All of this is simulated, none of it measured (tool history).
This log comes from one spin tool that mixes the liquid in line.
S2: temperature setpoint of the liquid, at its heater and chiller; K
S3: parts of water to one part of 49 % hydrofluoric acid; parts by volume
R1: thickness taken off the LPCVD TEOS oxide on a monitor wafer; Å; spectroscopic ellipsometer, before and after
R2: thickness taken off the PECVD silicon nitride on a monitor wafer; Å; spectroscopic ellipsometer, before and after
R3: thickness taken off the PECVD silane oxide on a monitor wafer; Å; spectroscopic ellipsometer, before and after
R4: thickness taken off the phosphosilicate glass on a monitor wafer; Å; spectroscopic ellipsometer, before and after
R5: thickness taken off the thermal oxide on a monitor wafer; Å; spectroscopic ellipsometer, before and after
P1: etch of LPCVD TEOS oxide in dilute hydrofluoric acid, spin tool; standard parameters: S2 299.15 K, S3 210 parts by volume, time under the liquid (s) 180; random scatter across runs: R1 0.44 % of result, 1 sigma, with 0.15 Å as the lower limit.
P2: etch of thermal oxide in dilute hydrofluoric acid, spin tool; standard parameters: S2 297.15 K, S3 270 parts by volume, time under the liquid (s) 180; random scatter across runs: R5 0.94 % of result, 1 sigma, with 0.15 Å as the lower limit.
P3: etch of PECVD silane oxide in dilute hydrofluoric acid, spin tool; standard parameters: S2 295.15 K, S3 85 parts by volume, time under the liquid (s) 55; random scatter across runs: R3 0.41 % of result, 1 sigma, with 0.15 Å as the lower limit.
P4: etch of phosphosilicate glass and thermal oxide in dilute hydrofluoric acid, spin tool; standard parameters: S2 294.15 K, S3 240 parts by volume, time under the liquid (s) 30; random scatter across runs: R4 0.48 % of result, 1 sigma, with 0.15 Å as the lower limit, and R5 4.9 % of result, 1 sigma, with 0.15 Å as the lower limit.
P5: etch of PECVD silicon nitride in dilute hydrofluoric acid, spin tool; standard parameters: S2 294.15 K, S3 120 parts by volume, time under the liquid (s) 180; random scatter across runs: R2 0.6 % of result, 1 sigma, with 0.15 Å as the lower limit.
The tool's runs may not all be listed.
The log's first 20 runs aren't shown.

Run 21, hour 295.4: process that ran P4, S2 300.65 K, S3 240 parts by volume, time under the liquid (s) 30. Result: R4 91.749 Å, R5 5.6156 Å.
Run 22, hour 305.1: process that ran P4, S2 294.15 K, S3 240 parts by volume, time under the liquid (s) 30. Result: R4 72.236 Å, R5 4.1642 Å.
Run 23, hour 322.4: process that ran P1, S2 299.15 K, S3 210 parts by volume, time under the liquid (s) 180. Result: R1 255.63 Å.
Run 24, hour 338.8: process that ran P4, S2 294.15 K, S3 240 parts by volume, time under the liquid (s) 15. Result: R4 36.469 Å, R5 2.2459 Å.
Run 25, hour 353.7: process that ran P1, S2 292.15 K, S3 85 parts by volume, time under the liquid (s) 180. Result: R1 550.23 Å.
Run 26, hour 366.6: process that ran P1, S2 299.15 K, S3 60 parts by volume, time under the liquid (s) 180. Result: R1 1074.7 Å.
Run 27, hour 385.3: process that ran P1, S2 299.15 K, S3 210 parts by volume, time under the liquid (s) 180. Result: R1 255.92 Å.
Run 28, hour 403.7: process that ran P5, S2 294.15 K, S3 200 parts by volume, time under the liquid (s) 180. Result: R2 21.926 Å.
Run 29, hour 417.1: process that ran P5, S2 301.65 K, S3 120 parts by volume, time under the liquid (s) 180. Result: R2 58.241 Å.
Run 30, hour 425.9: process that ran P1, S2 299.15 K, S3 210 parts by volume, time under the liquid (s) 180. Result: R1 254.07 Å.

Run 31 is up next; what results do you expect?
Run 31, hour 437.2: process that ran P1, S2 294.15 K, S3 210 parts by volume, time under the liquid (s) 180. Result: R1 ?.

R1: 211.08 Å
